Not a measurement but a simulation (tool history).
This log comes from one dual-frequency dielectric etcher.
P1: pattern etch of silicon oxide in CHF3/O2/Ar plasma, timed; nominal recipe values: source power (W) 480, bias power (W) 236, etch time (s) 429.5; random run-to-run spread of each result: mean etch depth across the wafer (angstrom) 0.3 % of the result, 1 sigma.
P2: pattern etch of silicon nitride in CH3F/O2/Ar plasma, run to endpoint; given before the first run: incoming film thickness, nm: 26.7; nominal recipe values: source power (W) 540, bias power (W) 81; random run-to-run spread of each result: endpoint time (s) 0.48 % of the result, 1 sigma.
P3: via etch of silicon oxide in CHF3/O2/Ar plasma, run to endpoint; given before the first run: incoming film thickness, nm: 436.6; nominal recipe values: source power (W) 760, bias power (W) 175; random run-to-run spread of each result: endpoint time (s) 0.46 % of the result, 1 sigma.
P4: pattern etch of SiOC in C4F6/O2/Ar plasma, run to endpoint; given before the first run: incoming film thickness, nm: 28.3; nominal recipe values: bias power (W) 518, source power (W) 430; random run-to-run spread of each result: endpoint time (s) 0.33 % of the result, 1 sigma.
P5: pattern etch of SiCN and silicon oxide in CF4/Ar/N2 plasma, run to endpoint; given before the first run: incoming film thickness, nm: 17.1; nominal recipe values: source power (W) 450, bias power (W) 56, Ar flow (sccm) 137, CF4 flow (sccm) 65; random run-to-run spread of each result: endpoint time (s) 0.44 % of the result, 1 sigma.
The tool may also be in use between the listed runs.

run	day	process that ran	source power (W)	bias power (W)	etch time (s)	Ar flow (sccm)	CF4 flow (sccm)	hours since the last wet clean	hours since the last source power generator calibration	hours since the last bias power generator calibration	mean etch depth across the wafer (angstrom)	endpoint time (s)
1	0.204	P1	480	236	429.5			124.9	3131.8	796	8357.6	
2	0.392	P5	450	70		137	65	129.4	3136.3	800.5		21.38
3	0.512	P3	760	175				132.3	3139.2	803.4		205.54
4	0.671	P1	480	236	429.5			136.1	3143	807.2	8395.9	
5	0.775	P1	650	236	429.5			138.6	3145.5	809.7	9341.9	
6	0.9	P3	500	175				141.6	3148.5	812.7		239.37
7	1.058	P4	550	518				145.4	3152.3	816.5		8.3055
8	1.154	P5	370	56		137	65	147.7	3154.6	818.8		27.683
9	1.304	P1	480	236	240			151.3	3158.2	822.4	4651.2	
10	1.429	P5	450	56		178	65	154.3	3161.2	825.4		24.375
11	1.629	P2	350	81				159.1	3166	830.2		40.045
12	1.838	P2	540	52				164.1	3171	835.2		38.881
13	2.021	P1	480	236	605.5			168.5	3175.4	839.6	11825	
# day 2.196: source power generator calibrated
14	2.233	P1	480	304	429.5			173.6	0.9	844.7	9178.6	
15	2.367	P1	330	236	429.5			176.8	4.1	847.9	7265	
16	2.5	P4	430	316				180	7.3	851.1		10.957
17	2.654	P5	450	56		137	65	183.7	11	854.8		23.281
18	2.771	P3	760	110				186.5	13.8	857.6		237.99
19	2.925	P5	450	56		137	65	190.2	17.5	861.3		23.416
20	3.029	P1	480	154	429.5			192.7	20	863.8	7234.4	
21	3.212	P1	480	236	429.5			197.1	24.4	868.2	8356.6	
22	3.425	P1	480	236	429.5			202.2	29.5	873.3	8349.6	
23	3.575	P1	480	236	429.5			205.8	33.1	876.9	8384.8	
24	3.671	P5	450	56		137	84	208.1	35.4	879.2		22.107
25	3.854	P4	430	518				212.5	39.8	883.6		9.1597
26	3.946	P1	480	151	572			214.7	42	885.8	9548	
27	4.158	P1	480	236	429.5			219.8	47.1	890.9	8341.7	
28	4.262	P2	540	81				222.3	49.6	893.4		33.873
29	4.454	P1	330	236	254.5			226.9	54.2	898	4316.5	
30	4.621	P1	480	236	429.5			230.9	58.2	902	8420.4	
31	4.796	P1	480	236	429.5			235.1	62.4	906.2	8312.1	
32	5	P1	480	236	429.5			240	67.3	911.1	8274.8	
# day 5.183: wet clean of the chamber
33	5.196	P1	480	236	429.5			0.3	72	915.8	8265.9	
34	5.292	P1	480	236	429.5			2.6	74.3	918.1	8261.4	
35	5.492	P1	480	236	429.5			7.4	79.1	922.9	8231.4	
36	5.671	P1	480	236	429.5			11.7	83.4	927.2	8292.7	
37	5.808	P1	480	236	429.5			15	86.7	930.5	8238.7	
38	5.925	P1	480	236	429.5			17.8	89.5	933.3	8300.8	
39	6.021	P1	480	236	429.5			20.1	91.8	935.6	8248.5	

What P1 gives has crept away from where it was. These 2 causes fit the log equally well, each at the size given:
A: source power that arrives under what is set, % = 3.94
B: bias power that arrives under what is set, % = 4.13
Onset of the creep was near day 4.621.
What rules out each remaining cause:
chamber walls in a state that lowers the etch rate, %: serviced at day 5.183, after the change had begun; the process did not return to its earlier output

Which of the 4 check runs listed below, each an average over 3 wafers with its results shown as question marks, gives clearly different results under the different listed causes?
check 1	6.117	P5	450	56		170	65					?
check 2	6.117	P4	430	339								?
check 3	6.117	P3	650	113								?
check 4	6.117	P2	540	57								?

Predicted outcomes, by check and by cause:
check	result	if A	if B
check 1	endpoint time (s)	24.956	24.453
check 2	endpoint time (s)	10.794	10.789
check 3	endpoint time (s)	254.38	253.56
check 4	endpoint time (s)	38.415	38.323
Distance between the nearest two causes, measured in the result of the check that separates them most: check 1 2.04 %; check 2 0.04 %; check 3 0.32 %; check 4 0.24 %
Check 1 is the one run that separates the causes; every other check would come out nearly the same whichever cause is at work.

After running check 1, the following was obtained: endpoint time (s) 24.528. Which cause does this point to?

It is B: bias power that arrives under what is set, %.
